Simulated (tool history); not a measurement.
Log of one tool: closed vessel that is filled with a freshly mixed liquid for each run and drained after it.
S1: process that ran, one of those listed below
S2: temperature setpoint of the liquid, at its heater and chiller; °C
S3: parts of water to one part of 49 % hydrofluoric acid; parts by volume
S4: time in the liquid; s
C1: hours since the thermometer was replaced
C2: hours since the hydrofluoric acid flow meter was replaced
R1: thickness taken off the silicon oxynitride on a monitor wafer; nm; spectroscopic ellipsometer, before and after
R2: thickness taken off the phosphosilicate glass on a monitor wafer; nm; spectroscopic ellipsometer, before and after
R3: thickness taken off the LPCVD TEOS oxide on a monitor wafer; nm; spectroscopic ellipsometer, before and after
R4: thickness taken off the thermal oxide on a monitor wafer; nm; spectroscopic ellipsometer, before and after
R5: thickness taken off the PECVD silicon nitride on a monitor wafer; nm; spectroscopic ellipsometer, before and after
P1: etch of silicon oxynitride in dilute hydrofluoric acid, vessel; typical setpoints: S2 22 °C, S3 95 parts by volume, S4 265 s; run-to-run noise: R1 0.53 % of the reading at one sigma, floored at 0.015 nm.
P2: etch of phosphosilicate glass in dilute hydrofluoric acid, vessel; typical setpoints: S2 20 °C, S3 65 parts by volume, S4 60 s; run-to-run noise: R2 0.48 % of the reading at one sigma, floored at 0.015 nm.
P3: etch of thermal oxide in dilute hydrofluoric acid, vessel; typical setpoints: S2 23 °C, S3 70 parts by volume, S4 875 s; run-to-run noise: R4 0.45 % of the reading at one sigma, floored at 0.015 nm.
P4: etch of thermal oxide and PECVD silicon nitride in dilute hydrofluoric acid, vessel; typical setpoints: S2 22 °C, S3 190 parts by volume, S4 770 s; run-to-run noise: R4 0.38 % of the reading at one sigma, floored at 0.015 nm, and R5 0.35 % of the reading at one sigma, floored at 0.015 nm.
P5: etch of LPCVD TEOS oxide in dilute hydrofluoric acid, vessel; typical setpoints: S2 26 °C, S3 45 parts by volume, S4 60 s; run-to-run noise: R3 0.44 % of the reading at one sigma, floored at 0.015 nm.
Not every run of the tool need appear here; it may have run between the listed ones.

run	hour	S1	S2	S3	S4	C1	C2	R1	R2	R3	R4	R5
1	9.7	P1	22	95	265	574.2	355.6	8.2435				
2	24.4	P2	20	65	30	588.9	370.3		80.074			
3	40.4	P5	18	45	60	604.9	386.3			52.936		
4	50.8	P3	23	70	875	615.3	396.7				56.712	
5	63.9	P1	22	35	265	628.4	409.8	23.28				
6	79.5	P1	28.5	95	265	644	425.4	11.166				
7	88	P5	26	75	60	652.5	433.9			42.665		
8	98.9	P1	22	95	265	663.4	444.8	8.2596				
9	107.5	P1	22	95	435	672	453.4	13.422				
10	119.7	P1	17	95	265	684.2	465.6	6.4758				
11	129.1	P4	22	190	770	693.6	475				16.79	20.294
# hour 129.9: thermometer replaced
12	140.7	P1	22	95	265	10.9	486.6	8.1719				
13	148.3	P1	22	155	265	18.5	494.2	4.8961				
14	165	P1	22	95	265	35.2	510.9	8.2011				
15	176.8	P5	26	45	60	47	522.7			74.061		
16	187.8	P3	23	70	285	58	533.7				18.39	
17	197	P3	17	70	875	67.2	542.9				43.935	
18	213.2	P2	20	100	60	83.4	559.1		100.95			
19	225.9	P5	26	45	110	96.1	571.8			135.65		
20	238.6	P1	22	95	265	108.8	584.5	8.215				
21	253.3	P4	22	190	770	123.5	599.2				16.731	20.151
22	265.2	P2	17	65	60	135.4	611.1		141.11			
23	276.3	P1	22	95	45	146.5	622.2	1.4101				
24	284.4	P2	20	65	60	154.6	630.3		161.35			
25	300.7	P1	22	95	265	170.9	646.6	8.2046				
26	312.8	P3	23	95	875	183	658.7				40.479	
27	329.1	P4	22	345	770	199.3	675				8.0175	11.317
28	339.4	P1	22	50	430	209.6	685.3	26.417				
29	353.3	P5	26	45	60	223.5	699.2			74.1		
30	368.5	P4	17	190	770	238.7	714.4				13.777	14.634
31	382.6	P4	22	190	1280	252.8	728.5				27.929	33.823
32	397	P1	22	95	265	267.2	742.9	8.2259				
33	410.3	P1	22	95	265	280.5	756.2	8.5295				
34	427	P1	22	95	265	297.2	772.9	8.7072				
35	438	P1	22	95	265	308.2	783.9	8.6786				
36	454.6	P1	22	95	265	324.8	800.5	8.7783				
37	470	P1	22	95	265	340.2	815.9	8.7855				
38	485.8	P1	22	95	265	356	831.7	8.836				
39	501.2	P1	22	95	265	371.4	847.1	8.86				
40	517.5	P1	22	95	265	387.7	863.4	8.8457				

What P1 gives has crept away from where it was. These 2 causes fit the log equally well, each at the size given:
A: liquid hotter than its thermometer reads (K) = 1.46
B: hydrofluoric acid flow above the setpoint (%) = 6.71
Onset of the creep was near hour 397.

Question marks stand in for the results of the 4 check runs listed below, each run on one wafer. Under which run would the listed causes show clearly different results?
check 1	533.8	P4	17	340	770						?	?
check 2	533.8	P5	20	70	60					?		
check 3	533.8	P2	17	65	35				?			
check 4	533.8	P3	17	70	875						?	

Check results expected under each cause:
check	result	if A	if B
check 1	R4	7.1526	7.3606
check 1	R5	9.2042	8.9119
check 2	R3	38.284	38.641
check 3	R2	87.618	88.23
check 4	R4	46.958	47.307
Smallest distance between any two causes, each pair judged by its most separating result, in per cent: check 1 3.23 %; check 2 0.93 %; check 3 0.7 %; check 4 0.74 %
Only in check 1 would the causes give clearly different results; in the remaining checks their results would be nearly the same.

Then check 1 was run and gave: R4 7.3438 nm; R5 8.939 nm. Which cause is it?

It was cause B: hydrofluoric acid flow above the setpoint (%).
